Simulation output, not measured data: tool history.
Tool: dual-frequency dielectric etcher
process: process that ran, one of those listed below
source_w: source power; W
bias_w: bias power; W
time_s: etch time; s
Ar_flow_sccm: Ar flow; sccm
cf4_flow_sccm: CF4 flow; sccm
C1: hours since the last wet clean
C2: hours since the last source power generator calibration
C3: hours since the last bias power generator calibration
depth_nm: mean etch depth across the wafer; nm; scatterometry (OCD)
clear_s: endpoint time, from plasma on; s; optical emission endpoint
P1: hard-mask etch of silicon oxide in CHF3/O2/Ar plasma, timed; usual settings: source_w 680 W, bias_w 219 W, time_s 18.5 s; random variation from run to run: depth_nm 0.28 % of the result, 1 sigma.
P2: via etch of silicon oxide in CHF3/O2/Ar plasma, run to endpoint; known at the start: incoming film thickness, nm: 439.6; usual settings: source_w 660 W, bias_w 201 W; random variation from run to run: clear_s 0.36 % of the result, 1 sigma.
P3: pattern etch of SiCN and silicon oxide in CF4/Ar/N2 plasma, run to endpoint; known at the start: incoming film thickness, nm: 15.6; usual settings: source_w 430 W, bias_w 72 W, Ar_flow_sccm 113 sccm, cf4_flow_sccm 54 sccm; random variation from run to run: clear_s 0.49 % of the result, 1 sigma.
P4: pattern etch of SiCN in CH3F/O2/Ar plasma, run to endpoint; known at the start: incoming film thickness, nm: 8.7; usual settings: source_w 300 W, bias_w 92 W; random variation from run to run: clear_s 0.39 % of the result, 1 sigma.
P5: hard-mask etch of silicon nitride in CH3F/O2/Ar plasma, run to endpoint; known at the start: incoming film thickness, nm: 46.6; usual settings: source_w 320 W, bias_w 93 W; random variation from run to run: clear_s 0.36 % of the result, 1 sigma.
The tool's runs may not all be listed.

run 1 day=0.433 | process=P1 source_w=680 bias_w=219 time_s=18.5 | C1=209.5 C2=705.1 C3=435.8 | depth_nm=42.461
run 2 day=0.883 | process=P3 source_w=430 bias_w=72 Ar_flow_sccm=71 cf4_flow_sccm=54 | C1=220.3 C2=715.9 C3=446.6 | clear_s=18.780
run 3 day=1.354 | process=P2 source_w=660 bias_w=201 | C1=231.6 C2=727.2 C3=457.9 | clear_s=202.080
run 4 day=1.617 | process=P1 source_w=680 bias_w=298 time_s=18.5 | C1=237.9 C2=733.5 C3=464.2 | depth_nm=47.244
run 5 day=1.825 | process=P5 source_w=320 bias_w=55 | C1=242.9 C2=738.5 C3=469.2 | clear_s=83.873
run 6 day=2.117 | process=P1 source_w=680 bias_w=219 time_s=18.5 | C1=249.9 C2=745.5 C3=476.2 | depth_nm=42.449
run 7 day=2.558 | process=P1 source_w=680 bias_w=219 time_s=18.5 | C1=260.5 C2=756.1 C3=486.8 | depth_nm=42.475
run 8 day=2.921 | process=P1 source_w=680 bias_w=219 time_s=25.0 | C1=269.2 C2=764.8 C3=495.5 | depth_nm=57.298
run 9 day=3.358 | process=P1 source_w=680 bias_w=219 time_s=18.5 | C1=279.7 C2=775.3 C3=506.0 | depth_nm=42.374
-- day=3.625 source power generator calibrated
run 10 day=3.692 | process=P5 source_w=320 bias_w=93 | C1=287.7 C2=1.6 C3=514.0 | clear_s=69.398
run 11 day=4.054 | process=P1 source_w=680 bias_w=219 time_s=14.5 | C1=296.4 C2=10.3 C3=522.7 | depth_nm=33.123
run 12 day=4.517 | process=P1 source_w=680 bias_w=259 time_s=13.5 | C1=307.5 C2=21.4 C3=533.8 | depth_nm=33.063
run 13 day=4.854 | process=P2 source_w=860 bias_w=201 | C1=315.6 C2=29.5 C3=541.9 | clear_s=183.070
run 14 day=5.292 | process=P3 source_w=430 bias_w=72 Ar_flow_sccm=113 cf4_flow_sccm=35 | C1=326.1 C2=40.0 C3=552.4 | clear_s=22.012
run 15 day=5.629 | process=P4 source_w=300 bias_w=126 | C1=334.2 C2=48.1 C3=560.5 | clear_s=21.973
run 16 day=5.862 | process=P2 source_w=660 bias_w=279 | C1=339.8 C2=53.7 C3=566.1 | clear_s=179.660
run 17 day=6.071 | process=P3 source_w=430 bias_w=72 Ar_flow_sccm=113 cf4_flow_sccm=54 | C1=344.8 C2=58.7 C3=571.1 | clear_s=20.367
run 18 day=6.396 | process=P1 source_w=550 bias_w=219 time_s=18.5 | C1=352.6 C2=66.5 C3=578.9 | depth_nm=39.249
run 19 day=6.812 | process=P5 source_w=320 bias_w=93 | C1=362.6 C2=76.5 C3=588.9 | clear_s=68.943
run 20 day=7.208 | process=P3 source_w=430 bias_w=43 Ar_flow_sccm=113 cf4_flow_sccm=54 | C1=372.1 C2=86.0 C3=598.4 | clear_s=24.386
run 21 day=7.638 | process=P4 source_w=300 bias_w=92 | C1=382.4 C2=96.3 C3=608.7 | clear_s=24.941
run 22 day=8.008 | process=P1 source_w=680 bias_w=219 time_s=18.5 | C1=391.3 C2=105.2 C3=617.6 | depth_nm=42.339
run 23 day=8.300 | process=P1 source_w=900 bias_w=219 time_s=18.5 | C1=398.3 C2=112.2 C3=624.6 | depth_nm=47.136
run 24 day=8.754 | process=P1 source_w=680 bias_w=219 time_s=18.5 | C1=409.2 C2=123.1 C3=635.5 | depth_nm=42.281
run 25 day=9.200 | process=P1 source_w=680 bias_w=157 time_s=18.5 | C1=419.9 C2=133.8 C3=646.2 | depth_nm=37.939
run 26 day=9.679 | process=P1 source_w=510 bias_w=219 time_s=14.5 | C1=431.4 C2=145.3 C3=657.7 | depth_nm=29.850
run 27 day=10.112 | process=P3 source_w=310 bias_w=72 Ar_flow_sccm=113 cf4_flow_sccm=54 | C1=441.8 C2=155.7 C3=668.1 | clear_s=27.173
run 28 day=10.354 | process=P4 source_w=220 bias_w=92 | C1=447.6 C2=161.5 C3=673.9 | clear_s=27.857
run 29 day=10.683 | process=P5 source_w=440 bias_w=93 | C1=455.5 C2=169.4 C3=681.8 | clear_s=61.569
run 30 day=10.892 | process=P1 source_w=680 bias_w=219 time_s=18.5 | C1=460.5 C2=174.4 C3=686.8 | depth_nm=42.273
run 31 day=11.204 | process=P1 source_w=680 bias_w=219 time_s=18.5 | C1=468.0 C2=181.9 C3=694.3 | depth_nm=42.637
run 32 day=11.592 | process=P1 source_w=680 bias_w=219 time_s=18.5 | C1=477.3 C2=191.2 C3=703.6 | depth_nm=42.694
run 33 day=11.917 | process=P1 source_w=680 bias_w=219 time_s=18.5 | C1=485.1 C2=199.0 C3=711.4 | depth_nm=42.811
run 34 day=12.129 | process=P1 source_w=680 bias_w=219 time_s=18.5 | C1=490.2 C2=204.1 C3=716.5 | depth_nm=42.831
-- day=12.517 wet clean of the chamber
run 35 day=12.554 | process=P1 source_w=680 bias_w=219 time_s=18.5 | C1=1.0 C2=214.3 C3=726.7 | depth_nm=43.083
run 36 day=12.808 | process=P1 source_w=680 bias_w=219 time_s=18.5 | C1=7.1 C2=220.4 C3=732.8 | depth_nm=42.898
run 37 day=13.067 | process=P1 source_w=680 bias_w=219 time_s=18.5 | C1=13.3 C2=226.6 C3=739.0 | depth_nm=43.157

What P1 gives has crept away from where it was. These 2 causes fit the log equally well, each at the size given:
A: bias power that arrives over what is set, % = 4.12
B: source power that arrives over what is set, % = 3.77
The creep began at about day 10.892.
Why every other cause is out:
chamber walls in a state that raises the etch rate, %: serviced at day 12.517, which brought nothing back

4 check runs are offered, each on 3 wafers whose results are averaged, their results left as question marks. Which one tells the causes apart?
run check 1 day=13.325 | process=P2 source_w=760 bias_w=201 | clear_s=?
run check 2 day=13.325 | process=P4 source_w=300 bias_w=124 | clear_s=?
run check 3 day=13.325 | process=P5 source_w=410 bias_w=93 | clear_s=?
run check 4 day=13.325 | process=P3 source_w=430 bias_w=45 Ar_flow_sccm=97 cf4_flow_sccm=54 | clear_s=?

What each check would give under each cause:
check=check_1 result=clear_s if_A=188.840 if_B=188.760
check=check_2 result=clear_s if_A=21.819 if_B=21.877
check=check_3 result=clear_s if_A=62.200 if_B=62.249
check=check_4 result=clear_s if_A=22.928 if_B=22.470
How far apart the two closest causes lie, in the result that separates them most: check 1 0.04 %; check 2 0.26 %; check 3 0.08 %; check 4 2.02 %
Check 4 tells the causes apart: in the others they would give nearly the same result.

Check 4 was then run and gave: clear_s 22.380 s. Which cause is it?

It is B: source power that arrives over what is set, %.
